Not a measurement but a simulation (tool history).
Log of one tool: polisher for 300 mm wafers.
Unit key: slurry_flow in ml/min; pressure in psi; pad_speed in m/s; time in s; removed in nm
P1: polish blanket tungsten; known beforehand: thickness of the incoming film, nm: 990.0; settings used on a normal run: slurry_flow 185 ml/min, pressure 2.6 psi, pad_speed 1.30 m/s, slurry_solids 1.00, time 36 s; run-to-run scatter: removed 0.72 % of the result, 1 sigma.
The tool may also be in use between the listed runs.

run	hour	slurry_flow	pressure	pad_speed	slurry_solids	time	wafers polished on this pad	hours since the slurry nozzle was cleaned	hours since the head pressure was calibrated	hours since the slurry blender was calibrated	hours since the slurry got fresh peroxide	removed
1	8.9	185	2.6	1.30	1.00	36	829	562.6	256.9	99.5	149.9	126.110
2	17.1	265	2.6	1.30	1.00	36	906	570.8	265.1	107.7	158.1	131.400
3	28.2	185	2.6	1.64	1.00	36	1012	581.9	276.2	118.8	169.2	159.860
4	43.8	185	2.6	1.30	1.00	36	1159	597.5	291.8	134.4	184.8	126.320
5	57.6	185	2.6	1.30	1.00	36	1290	611.3	305.6	148.2	198.6	125.950
6	74.3	185	2.6	1.30	1.50	36	1448	628.0	322.3	164.9	215.3	137.040
7	86.7	185	1.2	1.30	1.00	36	1566	640.4	334.7	177.3	227.7	57.520
8	100.0	110	2.6	1.30	1.00	36	1692	653.7	348.0	190.6	241.0	114.000
9	110.6	185	2.6	1.30	1.00	49	1792	664.3	358.6	201.2	251.6	170.540
10	121.8	185	2.6	1.30	1.00	36	1898	675.5	369.8	212.4	262.8	124.530
11	138.2	185	2.6	1.30	1.30	24	2054	691.9	386.2	228.8	279.2	88.190
12	152.0	185	2.6	1.30	0.55	36	2184	705.7	400.0	242.6	293.0	109.110
13	166.5	185	2.6	0.76	1.00	36	2322	720.2	414.5	257.1	307.5	72.952
14	178.8	185	2.6	1.30	1.00	16	2438	732.5	426.8	269.4	319.8	55.800
15	188.9	185	3.6	1.30	1.00	36	2534	742.6	436.9	279.5	329.9	171.750
16	204.1	185	2.6	1.30	1.00	36	2678	757.8	452.1	294.7	345.1	125.480
17	215.5	185	2.6	1.30	1.00	36	2786	769.2	463.5	306.1	356.5	124.490

Run 18 has not been measured yet. What should we expect?
18	230.4	185	2.6	1.30	1.00	36	2927	784.1	478.4	321.0	371.4	?

{"run 18": {"removed": 125.85}}

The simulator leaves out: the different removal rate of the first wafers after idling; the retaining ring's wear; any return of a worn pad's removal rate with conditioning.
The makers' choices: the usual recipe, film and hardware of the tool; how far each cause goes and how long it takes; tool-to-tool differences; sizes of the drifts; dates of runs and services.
